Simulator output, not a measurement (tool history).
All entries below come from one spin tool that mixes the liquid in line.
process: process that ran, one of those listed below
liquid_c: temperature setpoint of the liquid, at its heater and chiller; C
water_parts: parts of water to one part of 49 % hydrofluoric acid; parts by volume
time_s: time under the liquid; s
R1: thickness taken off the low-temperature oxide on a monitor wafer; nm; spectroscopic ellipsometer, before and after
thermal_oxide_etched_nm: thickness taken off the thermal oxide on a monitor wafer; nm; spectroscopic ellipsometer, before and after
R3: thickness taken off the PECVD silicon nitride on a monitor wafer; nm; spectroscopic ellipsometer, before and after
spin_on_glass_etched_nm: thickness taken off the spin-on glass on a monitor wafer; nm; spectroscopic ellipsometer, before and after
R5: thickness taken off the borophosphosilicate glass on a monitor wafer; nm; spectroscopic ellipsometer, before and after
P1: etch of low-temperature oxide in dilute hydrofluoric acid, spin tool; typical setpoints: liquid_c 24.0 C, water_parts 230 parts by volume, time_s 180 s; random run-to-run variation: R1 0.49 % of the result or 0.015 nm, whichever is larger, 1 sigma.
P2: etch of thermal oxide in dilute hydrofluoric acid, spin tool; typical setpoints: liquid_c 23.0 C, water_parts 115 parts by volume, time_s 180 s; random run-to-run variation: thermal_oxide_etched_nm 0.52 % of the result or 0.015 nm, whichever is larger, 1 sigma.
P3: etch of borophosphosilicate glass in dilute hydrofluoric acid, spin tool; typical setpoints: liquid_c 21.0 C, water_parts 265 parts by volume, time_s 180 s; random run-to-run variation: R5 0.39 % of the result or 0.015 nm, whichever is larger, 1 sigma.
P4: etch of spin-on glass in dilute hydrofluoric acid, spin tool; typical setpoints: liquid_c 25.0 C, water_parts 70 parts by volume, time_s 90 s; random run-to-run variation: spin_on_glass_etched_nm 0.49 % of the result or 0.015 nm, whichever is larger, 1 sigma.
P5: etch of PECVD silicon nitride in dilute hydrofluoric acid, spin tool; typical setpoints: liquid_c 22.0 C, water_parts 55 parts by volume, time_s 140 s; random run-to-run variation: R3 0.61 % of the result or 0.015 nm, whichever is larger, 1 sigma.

Run 1, hour 7.5: process P1, liquid_c 24.0 C, water_parts 230 parts by volume, time_s 180 s. Result: R1 9.5585 nm.
Run 2, hour 14.1: process P2, liquid_c 23.0 C, water_parts 115 parts by volume, time_s 180 s. Result: thermal_oxide_etched_nm 7.1340 nm.
Run 3, hour 20.8: process P1, liquid_c 24.0 C, water_parts 230 parts by volume, time_s 180 s. Result: R1 9.5259 nm.
Run 4, hour 31.5: process P2, liquid_c 23.0 C, water_parts 35 parts by volume, time_s 180 s. Result: thermal_oxide_etched_nm 25.6830 nm.
Run 5, hour 39.7: process P5, liquid_c 22.0 C, water_parts 55 parts by volume, time_s 140 s. Result: R3 4.2094 nm.
Run 6, hour 49.5: process P1, liquid_c 28.0 C, water_parts 230 parts by volume, time_s 180 s. Result: R1 10.9840 nm.
Run 7, hour 57.3: process P1, liquid_c 24.0 C, water_parts 230 parts by volume, time_s 65 s. Result: R1 3.4768 nm.
Run 8, hour 67.2: process P1, liquid_c 24.0 C, water_parts 230 parts by volume, time_s 345 s. Result: R1 18.2520 nm.
Run 9, hour 77.9: process P5, liquid_c 22.0 C, water_parts 55 parts by volume, time_s 280 s. Result: R3 8.4620 nm.
Run 10, hour 85.0: process P1, liquid_c 24.0 C, water_parts 415 parts by volume, time_s 180 s. Result: R1 4.4149 nm.
Run 11, hour 91.0: process P1, liquid_c 20.5 C, water_parts 230 parts by volume, time_s 65 s. Result: R1 3.0336 nm.
Run 12, hour 98.3: process P1, liquid_c 30.5 C, water_parts 330 parts by volume, time_s 180 s. Result: R1 7.4493 nm.
Run 13, hour 104.5: process P4, liquid_c 25.0 C, water_parts 70 parts by volume, time_s 15 s. Result: spin_on_glass_etched_nm 5.827 nm.
Run 14, hour 115.7: process P4, liquid_c 25.0 C, water_parts 70 parts by volume, time_s 90 s. Result: spin_on_glass_etched_nm 34.695 nm.
Run 15, hour 124.5: process P1, liquid_c 24.0 C, water_parts 230 parts by volume, time_s 180 s. Result: R1 9.5484 nm.
Run 16, hour 134.8: process P5, liquid_c 22.0 C, water_parts 55 parts by volume, time_s 140 s. Result: R3 4.2394 nm.
Run 17, hour 142.8: process P4, liquid_c 25.0 C, water_parts 125 parts by volume, time_s 90 s. Result: spin_on_glass_etched_nm 17.958 nm.
Run 18, hour 148.5: process P1, liquid_c 24.0 C, water_parts 230 parts by volume, time_s 180 s. Result: R1 9.5113 nm.
Run 19, hour 155.1: process P1, liquid_c 19.0 C, water_parts 230 parts by volume, time_s 180 s. Result: R1 7.9830 nm.
Run 20, hour 163.9: process P3, liquid_c 21.0 C, water_parts 265 parts by volume, time_s 180 s. Result: R5 28.997 nm.
Run 21, hour 176.2: process P1, liquid_c 24.0 C, water_parts 55 parts by volume, time_s 180 s. Result: R1 49.0500 nm.
Run 22, hour 188.2: process P1, liquid_c 28.0 C, water_parts 120 parts by volume, time_s 180 s. Result: R1 24.0600 nm.
Run 23, hour 198.4: process P1, liquid_c 24.0 C, water_parts 230 parts by volume, time_s 180 s. Result: R1 9.5262 nm.
Run 24, hour 209.7: process P2, liquid_c 31.0 C, water_parts 115 parts by volume, time_s 180 s. Result: thermal_oxide_etched_nm 9.6249 nm.
Run 25, hour 220.8: process P5, liquid_c 17.0 C, water_parts 55 parts by volume, time_s 140 s. Result: R3 2.9869 nm.
Run 26, hour 229.1: process P3, liquid_c 21.0 C, water_parts 430 parts by volume, time_s 180 s. Result: R5 15.499 nm.
Run 27, hour 237.9: process P5, liquid_c 22.0 C, water_parts 25 parts by volume, time_s 140 s. Result: R3 9.1210 nm.
Run 28, hour 247.9: process P2, liquid_c 23.0 C, water_parts 115 parts by volume, time_s 355 s. Result: thermal_oxide_etched_nm 14.0980 nm.
Run 29, hour 253.9: process P1, liquid_c 24.0 C, water_parts 230 parts by volume, time_s 180 s. Result: R1 9.4825 nm.
Run 30, hour 265.0: process P3, liquid_c 17.0 C, water_parts 265 parts by volume, time_s 180 s. Result: R5 24.852 nm.
Run 31, hour 274.7: process P4, liquid_c 33.0 C, water_parts 70 parts by volume, time_s 90 s. Result: spin_on_glass_etched_nm 46.823 nm.
Run 32, hour 281.6: process P3, liquid_c 21.0 C, water_parts 265 parts by volume, time_s 260 s. Result: R5 41.732 nm.
Run 33, hour 288.4: process P4, liquid_c 25.0 C, water_parts 70 parts by volume, time_s 90 s. Result: spin_on_glass_etched_nm 34.357 nm.
Run 34, hour 298.2: process P1, liquid_c 24.0 C, water_parts 230 parts by volume, time_s 180 s. Result: R1 9.5647 nm.
Run 35, hour 305.7: process P1, liquid_c 24.0 C, water_parts 230 parts by volume, time_s 180 s. Result: R1 9.7690 nm.
Run 36, hour 312.8: process P1, liquid_c 24.0 C, water_parts 230 parts by volume, time_s 180 s. Result: R1 9.8763 nm.
Run 37, hour 324.3: process P1, liquid_c 24.0 C, water_parts 230 parts by volume, time_s 180 s. Result: R1 10.0010 nm.
Run 38, hour 331.4: process P1, liquid_c 24.0 C, water_parts 230 parts by volume, time_s 180 s. Result: R1 10.0100 nm.
Run 39, hour 338.7: process P1, liquid_c 24.0 C, water_parts 230 parts by volume, time_s 180 s. Result: R1 10.0980 nm.
Run 40, hour 350.8: process P1, liquid_c 24.0 C, water_parts 230 parts by volume, time_s 180 s. Result: R1 10.1020 nm.
Run 41, hour 356.2: process P1, liquid_c 24.0 C, water_parts 230 parts by volume, time_s 180 s. Result: R1 10.1390 nm.
Run 42, hour 364.6: process P1, liquid_c 24.0 C, water_parts 230 parts by volume, time_s 180 s. Result: R1 10.2010 nm.
Run 43, hour 370.8: process P1, liquid_c 24.0 C, water_parts 230 parts by volume, time_s 180 s. Result: R1 10.2380 nm.

Compared with where it was, what P1 gives has crept away. Each cause listed below fits the log as well as the rest, at the size given for it:
A: liquid hotter than its thermometer reads (K) = 1.86
B: hydrofluoric acid flow above the setpoint (%) = 5.53
Onset of the creep was near hour 298.2.

Question marks stand in for the results of the 4 check runs listed below, each run on one wafer. Under which run would the listed causes show clearly different results?
Run check 1, hour 377.0: process P5, liquid_c 22.0 C, water_parts 55 parts by volume, time_s 230 s. Result: R3 ?.
Run check 2, hour 377.0: process P4, liquid_c 32.5 C, water_parts 70 parts by volume, time_s 35 s. Result: spin_on_glass_etched_nm ?.
Run check 3, hour 377.0: process P3, liquid_c 17.0 C, water_parts 265 parts by volume, time_s 180 s. Result: R5 ?.
Run check 4, hour 377.0: process P2, liquid_c 30.0 C, water_parts 115 parts by volume, time_s 345 s. Result: thermal_oxide_etched_nm ?.

Expected result of each check under each candidate cause:
  check                   result     if A     if B
check 1                       R3   7.8836   7.3240
check 2  spin_on_glass_etched_nm   19.250   19.060
check 3                       R5   26.753   26.618
check 4  thermal_oxide_etched_nm  19.0590  18.9450
Minimum pairwise separation of causes per check, each pair taken at its best-separating result: check 1 7.36 %; check 2 0.99 %; check 3 0.51 %; check 4 0.6 %
The causes can be told apart only by check 1. The other checks would give nearly the same results under each of them.

The results of check 1 are: R3 7.8417 nm. Based on these, which of the listed causes is it?

It is A: liquid hotter than its thermometer reads (K).
